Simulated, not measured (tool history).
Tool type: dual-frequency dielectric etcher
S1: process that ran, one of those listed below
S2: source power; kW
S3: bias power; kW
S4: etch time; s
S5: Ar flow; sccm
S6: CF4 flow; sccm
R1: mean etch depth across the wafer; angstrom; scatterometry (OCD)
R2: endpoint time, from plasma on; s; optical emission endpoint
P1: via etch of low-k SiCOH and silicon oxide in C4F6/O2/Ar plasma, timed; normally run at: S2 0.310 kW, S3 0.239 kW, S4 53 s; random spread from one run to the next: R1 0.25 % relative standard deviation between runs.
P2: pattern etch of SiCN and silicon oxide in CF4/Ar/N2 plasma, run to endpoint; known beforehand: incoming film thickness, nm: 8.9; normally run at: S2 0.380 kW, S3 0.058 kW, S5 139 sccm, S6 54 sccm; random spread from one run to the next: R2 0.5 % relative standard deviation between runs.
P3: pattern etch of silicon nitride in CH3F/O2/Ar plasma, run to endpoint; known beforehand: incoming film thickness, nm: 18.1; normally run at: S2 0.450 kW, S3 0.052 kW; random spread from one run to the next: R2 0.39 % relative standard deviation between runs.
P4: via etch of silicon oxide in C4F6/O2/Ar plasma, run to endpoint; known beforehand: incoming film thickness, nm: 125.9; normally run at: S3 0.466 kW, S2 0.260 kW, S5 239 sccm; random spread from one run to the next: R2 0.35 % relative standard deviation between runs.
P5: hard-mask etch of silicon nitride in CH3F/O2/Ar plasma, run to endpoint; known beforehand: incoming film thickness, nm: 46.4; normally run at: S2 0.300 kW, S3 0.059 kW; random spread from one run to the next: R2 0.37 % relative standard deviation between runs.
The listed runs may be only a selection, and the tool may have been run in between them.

{"run": 1, "day": 0.667, "S1": "P1", "S2": 0.31, "S3": 0.239, "S4": 53, "R1": 1472.8}
{"run": 2, "day": 1.371, "S1": "P3", "S2": 0.45, "S3": 0.052, "R2": 27.245}
{"run": 3, "day": 1.867, "S1": "P1", "S2": 0.31, "S3": 0.302, "S4": 53, "R1": 1583.7}
{"run": 4, "day": 2.375, "S1": "P5", "S2": 0.4, "S3": 0.059, "R2": 73.353}
{"day": 2.45, "done": "source power generator calibrated"}
{"run": 5, "day": 2.946, "S1": "P4", "S2": 0.26, "S3": 0.466, "S5": 144, "R2": 30.803}
{"run": 6, "day": 3.6, "S1": "P3", "S2": 0.45, "S3": 0.052, "R2": 27.164}
{"run": 7, "day": 4.325, "S1": "P2", "S2": 0.38, "S3": 0.058, "S5": 139, "S6": 54, "R2": 14.515}
{"run": 8, "day": 5.012, "S1": "P5", "S2": 0.3, "S3": 0.074, "R2": 75.896}
{"run": 9, "day": 5.408, "S1": "P2", "S2": 0.38, "S3": 0.058, "S5": 97, "S6": 54, "R2": 13.649}
{"run": 10, "day": 6.004, "S1": "P2", "S2": 0.38, "S3": 0.038, "S5": 139, "S6": 54, "R2": 16.892}
{"run": 11, "day": 6.467, "S1": "P1", "S2": 0.44, "S3": 0.239, "S4": 53, "R1": 1675.3}
{"run": 12, "day": 6.975, "S1": "P2", "S2": 0.38, "S3": 0.058, "S5": 139, "S6": 67, "R2": 13.926}
{"run": 13, "day": 7.417, "S1": "P2", "S2": 0.38, "S3": 0.058, "S5": 139, "S6": 54, "R2": 14.69}
{"run": 14, "day": 8.0, "S1": "P4", "S2": 0.26, "S3": 0.466, "S5": 239, "R2": 32.49}
{"run": 15, "day": 8.492, "S1": "P1", "S2": 0.31, "S3": 0.239, "S4": 53, "R1": 1469.4}
{"run": 16, "day": 9.204, "S1": "P1", "S2": 0.31, "S3": 0.239, "S4": 29, "R1": 801.09}
{"run": 17, "day": 9.896, "S1": "P1", "S2": 0.31, "S3": 0.239, "S4": 53, "R1": 1461.2}
{"run": 18, "day": 10.425, "S1": "P3", "S2": 0.58, "S3": 0.052, "R2": 24.564}
{"run": 19, "day": 10.796, "S1": "P3", "S2": 0.45, "S3": 0.07, "R2": 24.628}
{"run": 20, "day": 11.496, "S1": "P5", "S2": 0.3, "S3": 0.059, "R2": 81.765}
{"run": 21, "day": 12.221, "S1": "P1", "S2": 0.25, "S3": 0.239, "S4": 53, "R1": 1353.6}

Run 22 is up next; what results do you expect?
{"run": 22, "day": 12.754, "S1": "P1", "S2": 0.31, "S3": 0.239, "S4": 65, "R1": "?"}

R1: 1800.30 angstrom

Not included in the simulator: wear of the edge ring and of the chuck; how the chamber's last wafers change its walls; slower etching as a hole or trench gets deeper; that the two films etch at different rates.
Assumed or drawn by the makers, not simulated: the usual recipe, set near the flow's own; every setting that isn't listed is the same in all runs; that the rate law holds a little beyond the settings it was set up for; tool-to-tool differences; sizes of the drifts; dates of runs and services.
